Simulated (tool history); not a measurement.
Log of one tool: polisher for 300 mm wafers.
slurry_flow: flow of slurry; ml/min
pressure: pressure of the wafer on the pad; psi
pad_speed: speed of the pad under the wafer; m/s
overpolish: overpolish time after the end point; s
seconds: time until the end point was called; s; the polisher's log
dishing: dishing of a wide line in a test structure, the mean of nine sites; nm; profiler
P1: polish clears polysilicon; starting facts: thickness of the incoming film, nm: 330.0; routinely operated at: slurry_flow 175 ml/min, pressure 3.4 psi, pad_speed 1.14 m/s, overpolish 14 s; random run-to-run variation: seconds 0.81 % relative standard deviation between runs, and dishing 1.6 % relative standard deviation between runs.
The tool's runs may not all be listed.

{"run": 1, "hour": 5.2, "slurry_flow": 175, "pressure": 3.4, "pad_speed": 1.14, "overpolish": 14, "seconds": 15.84, "dishing": 66.928}
{"run": 2, "hour": 8.6, "slurry_flow": 175, "pressure": 3.4, "pad_speed": 0.78, "overpolish": 14, "seconds": 23.023, "dishing": 63.159}
{"run": 3, "hour": 11.6, "slurry_flow": 175, "pressure": 3.4, "pad_speed": 1.14, "overpolish": 24, "seconds": 15.89, "dishing": 69.332}
{"run": 4, "hour": 15.2, "slurry_flow": 175, "pressure": 4.7, "pad_speed": 1.42, "overpolish": 14, "seconds": 9.0675, "dishing": 69.094}
{"run": 5, "hour": 20.2, "slurry_flow": 175, "pressure": 3.4, "pad_speed": 1.14, "overpolish": 14, "seconds": 15.724, "dishing": 67.269}
{"run": 6, "hour": 25.7, "slurry_flow": 270, "pressure": 3.4, "pad_speed": 1.14, "overpolish": 14, "seconds": 15.001, "dishing": 65.422}
{"hour": 27.2, "done": "slurry nozzle cleaned"}
{"hour": 29.9, "done": "head pressure recalibrated"}
{"run": 7, "hour": 30.0, "slurry_flow": 175, "pressure": 3.4, "pad_speed": 1.14, "overpolish": 14, "seconds": 15.913, "dishing": 67.21}
{"run": 8, "hour": 32.8, "slurry_flow": 130, "pressure": 3.4, "pad_speed": 1.14, "overpolish": 23, "seconds": 16.763, "dishing": 66.186}
{"run": 9, "hour": 35.6, "slurry_flow": 175, "pressure": 3.4, "pad_speed": 1.14, "overpolish": 14, "seconds": 15.817, "dishing": 68.056}
{"run": 10, "hour": 38.1, "slurry_flow": 175, "pressure": 1.8, "pad_speed": 1.14, "overpolish": 14, "seconds": 30.12, "dishing": 61.171}
{"run": 11, "hour": 43.1, "slurry_flow": 175, "pressure": 5.4, "pad_speed": 1.14, "overpolish": 14, "seconds": 10.029, "dishing": 65.077}
{"run": 12, "hour": 46.8, "slurry_flow": 175, "pressure": 3.4, "pad_speed": 1.68, "overpolish": 14, "seconds": 10.774, "dishing": 66.937}
{"run": 13, "hour": 50.4, "slurry_flow": 175, "pressure": 3.4, "pad_speed": 1.14, "overpolish": 14, "seconds": 15.74, "dishing": 68.92}
{"run": 14, "hour": 53.0, "slurry_flow": 175, "pressure": 2.3, "pad_speed": 1.14, "overpolish": 24, "seconds": 23.102, "dishing": 67.144}
{"run": 15, "hour": 57.8, "slurry_flow": 175, "pressure": 3.4, "pad_speed": 1.14, "overpolish": 4, "seconds": 15.702, "dishing": 47.572}
{"run": 16, "hour": 61.6, "slurry_flow": 105, "pressure": 3.4, "pad_speed": 1.14, "overpolish": 14, "seconds": 17.283, "dishing": 68.442}
{"run": 17, "hour": 63.9, "slurry_flow": 175, "pressure": 3.4, "pad_speed": 1.14, "overpolish": 14, "seconds": 15.893, "dishing": 67.208}
{"run": 18, "hour": 69.1, "slurry_flow": 175, "pressure": 3.4, "pad_speed": 1.14, "overpolish": 14, "seconds": 16.139, "dishing": 66.189}
{"run": 19, "hour": 71.6, "slurry_flow": 175, "pressure": 3.4, "pad_speed": 1.14, "overpolish": 14, "seconds": 16.186, "dishing": 67.069}
{"run": 20, "hour": 75.1, "slurry_flow": 175, "pressure": 3.4, "pad_speed": 1.14, "overpolish": 14, "seconds": 16.382, "dishing": 66.878}
{"run": 21, "hour": 77.7, "slurry_flow": 175, "pressure": 3.4, "pad_speed": 1.14, "overpolish": 14, "seconds": 16.159, "dishing": 67.111}
{"run": 22, "hour": 82.6, "slurry_flow": 175, "pressure": 3.4, "pad_speed": 1.14, "overpolish": 14, "seconds": 16.572, "dishing": 67.055}
{"run": 23, "hour": 87.2, "slurry_flow": 175, "pressure": 3.4, "pad_speed": 1.14, "overpolish": 14, "seconds": 16.354, "dishing": 67.97}

Run 24, settings as shown, results not yet in. Your forecast:
{"run": 24, "hour": 92.5, "slurry_flow": 175, "pressure": 3.4, "pad_speed": 1.14, "overpolish": 14, "seconds": "?", "dishing": "?"}

{"run 24": {"seconds": 16.685, "dishing": 65.557}}

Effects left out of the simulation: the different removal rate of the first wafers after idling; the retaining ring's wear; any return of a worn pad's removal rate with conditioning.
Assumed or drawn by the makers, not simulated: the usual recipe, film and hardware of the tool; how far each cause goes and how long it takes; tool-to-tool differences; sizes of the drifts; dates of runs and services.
